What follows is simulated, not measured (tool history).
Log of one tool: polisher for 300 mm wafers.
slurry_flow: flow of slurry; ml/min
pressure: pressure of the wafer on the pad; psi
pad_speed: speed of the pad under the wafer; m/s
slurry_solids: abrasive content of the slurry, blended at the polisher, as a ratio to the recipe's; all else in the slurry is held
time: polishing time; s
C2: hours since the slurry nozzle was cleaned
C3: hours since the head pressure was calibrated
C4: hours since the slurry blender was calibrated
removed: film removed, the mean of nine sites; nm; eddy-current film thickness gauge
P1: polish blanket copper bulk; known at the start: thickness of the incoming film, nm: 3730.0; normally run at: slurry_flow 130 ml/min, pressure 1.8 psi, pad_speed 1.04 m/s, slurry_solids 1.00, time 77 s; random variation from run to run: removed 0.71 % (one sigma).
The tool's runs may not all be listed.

Run 1, hour 3.7: slurry_flow 130 ml/min, pressure 1.8 psi, pad_speed 1.04 m/s, slurry_solids 1.00, time 77 s; wafers polished on this pad 582; C2 220.5; C3 488.9; C4 264.3. Result: removed 522.80 nm.
Run 2, hour 7.7: slurry_flow 130 ml/min, pressure 1.0 psi, pad_speed 1.04 m/s, slurry_solids 1.00, time 77 s; wafers polished on this pad 620; C2 224.5; C3 492.9; C4 268.3. Result: removed 291.02 nm.
Run 3, hour 12.1: slurry_flow 130 ml/min, pressure 1.8 psi, pad_speed 1.04 m/s, slurry_solids 1.00, time 77 s; wafers polished on this pad 663; C2 228.9; C3 497.3; C4 272.7. Result: removed 526.10 nm.
Run 4, hour 16.5: slurry_flow 130 ml/min, pressure 1.8 psi, pad_speed 1.04 m/s, slurry_solids 1.00, time 119 s; wafers polished on this pad 705; C2 233.3; C3 501.7; C4 277.1. Result: removed 808.10 nm.
Run 5, hour 21.6: slurry_flow 130 ml/min, pressure 1.8 psi, pad_speed 1.04 m/s, slurry_solids 0.60, time 77 s; wafers polished on this pad 755; C2 238.4; C3 506.8; C4 282.2. Result: removed 472.55 nm.
Run 6, hour 25.2: slurry_flow 130 ml/min, pressure 1.8 psi, pad_speed 1.04 m/s, slurry_solids 1.35, time 77 s; wafers polished on this pad 789; C2 242.0; C3 510.4; C4 285.8. Result: removed 566.36 nm.
Run 7, hour 30.3: slurry_flow 130 ml/min, pressure 2.4 psi, pad_speed 1.04 m/s, slurry_solids 1.00, time 77 s; wafers polished on this pad 839; C2 247.1; C3 515.5; C4 290.9. Result: removed 703.98 nm.
Run 8, hour 35.3: slurry_flow 130 ml/min, pressure 1.8 psi, pad_speed 1.04 m/s, slurry_solids 1.00, time 77 s; wafers polished on this pad 887; C2 252.1; C3 520.5; C4 295.9. Result: removed 528.03 nm.
Run 9, hour 40.0: slurry_flow 130 ml/min, pressure 1.8 psi, pad_speed 0.46 m/s, slurry_solids 1.00, time 77 s; wafers polished on this pad 932; C2 256.8; C3 525.2; C4 300.6. Result: removed 237.28 nm.
Run 10, hour 48.0: slurry_flow 130 ml/min, pressure 1.8 psi, pad_speed 1.04 m/s, slurry_solids 1.00, time 35 s; wafers polished on this pad 1009; C2 264.8; C3 533.2; C4 308.6. Result: removed 239.86 nm.
Run 11, hour 52.5: slurry_flow 80 ml/min, pressure 1.8 psi, pad_speed 1.04 m/s, slurry_solids 1.00, time 77 s; wafers polished on this pad 1053; C2 269.3; C3 537.7; C4 313.1. Result: removed 463.99 nm.
At hour 53.0: slurry blender recalibrated.
Run 12, hour 58.8: slurry_flow 185 ml/min, pressure 1.8 psi, pad_speed 1.04 m/s, slurry_solids 1.00, time 77 s; wafers polished on this pad 1114; C2 275.6; C3 544.0; C4 5.8. Result: removed 555.96 nm.
At hour 59.1: slurry nozzle cleaned.
Run 13, hour 63.7: slurry_flow 130 ml/min, pressure 1.8 psi, pad_speed 1.50 m/s, slurry_solids 1.00, time 77 s; wafers polished on this pad 1161; C2 4.6; C3 548.9; C4 10.7. Result: removed 760.19 nm.
Run 14, hour 69.7: slurry_flow 130 ml/min, pressure 1.4 psi, pad_speed 1.04 m/s, slurry_solids 1.00, time 113 s; wafers polished on this pad 1219; C2 10.6; C3 554.9; C4 16.7. Result: removed 598.60 nm.
Run 15, hour 77.1: slurry_flow 175 ml/min, pressure 2.6 psi, pad_speed 1.04 m/s, slurry_solids 1.00, time 77 s; wafers polished on this pad 1290; C2 18.0; C3 562.3; C4 24.1. Result: removed 792.85 nm.
Run 16, hour 83.7: slurry_flow 130 ml/min, pressure 1.8 psi, pad_speed 1.04 m/s, slurry_solids 1.00, time 77 s; wafers polished on this pad 1354; C2 24.6; C3 568.9; C4 30.7. Result: removed 527.16 nm.
Run 17, hour 91.0: slurry_flow 130 ml/min, pressure 1.8 psi, pad_speed 1.04 m/s, slurry_solids 1.00, time 77 s; wafers polished on this pad 1425; C2 31.9; C3 576.2; C4 38.0. Result: removed 526.19 nm.
Run 18, hour 95.3: slurry_flow 190 ml/min, pressure 1.8 psi, pad_speed 1.04 m/s, slurry_solids 1.30, time 77 s; wafers polished on this pad 1466; C2 36.2; C3 580.5; C4 42.3. Result: removed 592.51 nm.
Run 19, hour 101.9: slurry_flow 130 ml/min, pressure 1.8 psi, pad_speed 1.04 m/s, slurry_solids 1.00, time 77 s; wafers polished on this pad 1530; C2 42.8; C3 587.1; C4 48.9. Result: removed 527.88 nm.
Run 20, hour 108.7: slurry_flow 130 ml/min, pressure 1.8 psi, pad_speed 1.04 m/s, slurry_solids 1.00, time 77 s; wafers polished on this pad 1595; C2 49.6; C3 593.9; C4 55.7. Result: removed 511.11 nm.
Run 21, hour 113.7: slurry_flow 130 ml/min, pressure 1.8 psi, pad_speed 1.04 m/s, slurry_solids 1.00, time 77 s; wafers polished on this pad 1644; C2 54.6; C3 598.9; C4 60.7. Result: removed 499.93 nm.
Run 22, hour 117.6: slurry_flow 130 ml/min, pressure 1.8 psi, pad_speed 1.04 m/s, slurry_solids 1.00, time 77 s; wafers polished on this pad 1681; C2 58.5; C3 602.8; C4 64.6. Result: removed 491.44 nm.

The next listed run, before its measurement:
Run 23, hour 123.3: slurry_flow 130 ml/min, pressure 1.8 psi, pad_speed 1.04 m/s, slurry_solids 1.00, time 77 s; wafers polished on this pad 1736; C2 64.2; C3 608.5; C4 70.3. Result: removed ?.

removed: 482.50 nm
